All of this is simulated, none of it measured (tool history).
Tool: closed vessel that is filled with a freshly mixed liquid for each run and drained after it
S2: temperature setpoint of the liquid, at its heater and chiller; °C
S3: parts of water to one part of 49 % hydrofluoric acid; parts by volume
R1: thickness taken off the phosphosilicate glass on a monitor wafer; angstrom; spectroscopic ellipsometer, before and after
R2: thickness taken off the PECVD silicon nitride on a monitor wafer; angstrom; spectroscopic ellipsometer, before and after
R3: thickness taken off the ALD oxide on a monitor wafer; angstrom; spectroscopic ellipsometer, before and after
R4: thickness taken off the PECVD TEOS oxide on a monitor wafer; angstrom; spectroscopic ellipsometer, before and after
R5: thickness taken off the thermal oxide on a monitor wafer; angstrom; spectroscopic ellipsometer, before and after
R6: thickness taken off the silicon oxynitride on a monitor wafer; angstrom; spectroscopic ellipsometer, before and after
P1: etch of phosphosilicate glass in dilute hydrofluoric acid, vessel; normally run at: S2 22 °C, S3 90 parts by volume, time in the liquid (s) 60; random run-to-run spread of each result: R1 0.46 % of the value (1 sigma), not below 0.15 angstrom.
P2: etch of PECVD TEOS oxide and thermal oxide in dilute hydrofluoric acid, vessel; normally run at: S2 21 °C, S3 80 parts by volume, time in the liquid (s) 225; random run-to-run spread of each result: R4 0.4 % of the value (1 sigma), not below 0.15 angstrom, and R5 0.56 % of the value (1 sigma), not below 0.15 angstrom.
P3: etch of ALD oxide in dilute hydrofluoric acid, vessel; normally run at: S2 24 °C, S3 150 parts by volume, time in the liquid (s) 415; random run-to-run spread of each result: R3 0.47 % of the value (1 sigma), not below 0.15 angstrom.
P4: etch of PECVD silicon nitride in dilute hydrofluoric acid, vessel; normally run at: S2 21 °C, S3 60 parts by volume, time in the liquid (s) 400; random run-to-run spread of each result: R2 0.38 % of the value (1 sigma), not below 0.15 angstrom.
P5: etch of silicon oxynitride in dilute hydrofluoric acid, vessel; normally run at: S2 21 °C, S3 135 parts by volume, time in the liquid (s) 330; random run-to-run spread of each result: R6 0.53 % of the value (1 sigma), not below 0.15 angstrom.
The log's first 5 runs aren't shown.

Run 6, hour 61.2: process that ran P5, S2 21 °C, S3 135 parts by volume, time in the liquid (s) 615. Result: R6 101.96 angstrom.
Run 7, hour 75.4: process that ran P4, S2 21 °C, S3 20 parts by volume, time in the liquid (s) 400. Result: R2 685.13 angstrom.
Run 8, hour 88.6: process that ran P1, S2 22 °C, S3 90 parts by volume, time in the liquid (s) 30. Result: R1 333.1 angstrom.
Run 9, hour 96.4: process that ran P4, S2 17 °C, S3 60 parts by volume, time in the liquid (s) 400. Result: R2 181.56 angstrom.
Run 10, hour 106.4: process that ran P2, S2 21 °C, S3 80 parts by volume, time in the liquid (s) 225. Result: R4 532.21 angstrom, R5 126.27 angstrom.
Run 11, hour 120.3: process that ran P4, S2 21 °C, S3 60 parts by volume, time in the liquid (s) 615. Result: R2 370 angstrom.
Run 12, hour 133.8: process that ran P2, S2 21 °C, S3 80 parts by volume, time in the liquid (s) 30. Result: R4 71.835 angstrom, R5 16.783 angstrom.
Run 13, hour 141.2: process that ran P5, S2 17 °C, S3 135 parts by volume, time in the liquid (s) 330. Result: R6 44.851 angstrom.
Run 14, hour 152.4: process that ran P1, S2 22 °C, S3 90 parts by volume, time in the liquid (s) 60. Result: R1 661.26 angstrom.
Run 15, hour 161.2: process that ran P1, S2 22 °C, S3 45 parts by volume, time in the liquid (s) 60. Result: R1 1395.7 angstrom.
Run 16, hour 170.7: process that ran P5, S2 21 °C, S3 30 parts by volume, time in the liquid (s) 330. Result: R6 265.3 angstrom.
Run 17, hour 177.5: process that ran P1, S2 17 °C, S3 90 parts by volume, time in the liquid (s) 60. Result: R1 536.73 angstrom.
Run 18, hour 188.3: process that ran P3, S2 24 °C, S3 275 parts by volume, time in the liquid (s) 415. Result: R3 253.07 angstrom.
Run 19, hour 197.5: process that ran P1, S2 22 °C, S3 90 parts by volume, time in the liquid (s) 105. Result: R1 1160.3 angstrom.
Run 20, hour 205: process that ran P3, S2 24 °C, S3 150 parts by volume, time in the liquid (s) 415. Result: R3 527.2 angstrom.
Run 21, hour 213.5: process that ran P4, S2 21 °C, S3 60 parts by volume, time in the liquid (s) 400. Result: R2 239.77 angstrom.
Run 22, hour 224.5: process that ran P1, S2 22 °C, S3 90 parts by volume, time in the liquid (s) 60. Result: R1 659.44 angstrom.
Run 23, hour 236.9: process that ran P1, S2 27.5 °C, S3 90 parts by volume, time in the liquid (s) 60. Result: R1 826.18 angstrom.
Run 24, hour 248.2: process that ran P5, S2 21 °C, S3 135 parts by volume, time in the liquid (s) 330. Result: R6 54.995 angstrom.
Run 25, hour 258.2: process that ran P3, S2 24 °C, S3 150 parts by volume, time in the liquid (s) 140. Result: R3 178.8 angstrom.
Run 26, hour 266.5: process that ran P1, S2 22 °C, S3 90 parts by volume, time in the liquid (s) 60. Result: R1 663.18 angstrom.
Run 27, hour 279.6: process that ran P5, S2 21 °C, S3 135 parts by volume, time in the liquid (s) 330. Result: R6 54.511 angstrom.
Run 28, hour 287.1: process that ran P2, S2 21 °C, S3 140 parts by volume, time in the liquid (s) 225. Result: R4 286.13 angstrom, R5 66.008 angstrom.
Run 29, hour 293.9: process that ran P1, S2 17 °C, S3 90 parts by volume, time in the liquid (s) 110. Result: R1 992.65 angstrom.
Run 30, hour 305.2: process that ran P1, S2 22 °C, S3 90 parts by volume, time in the liquid (s) 60. Result: R1 660.71 angstrom.

What will run 31 give?
Run 31, hour 317.5: process that ran P1, S2 22 °C, S3 90 parts by volume, time in the liquid (s) 60. Result: R1 ?.

Run 31 gave R1 667.29 angstrom.
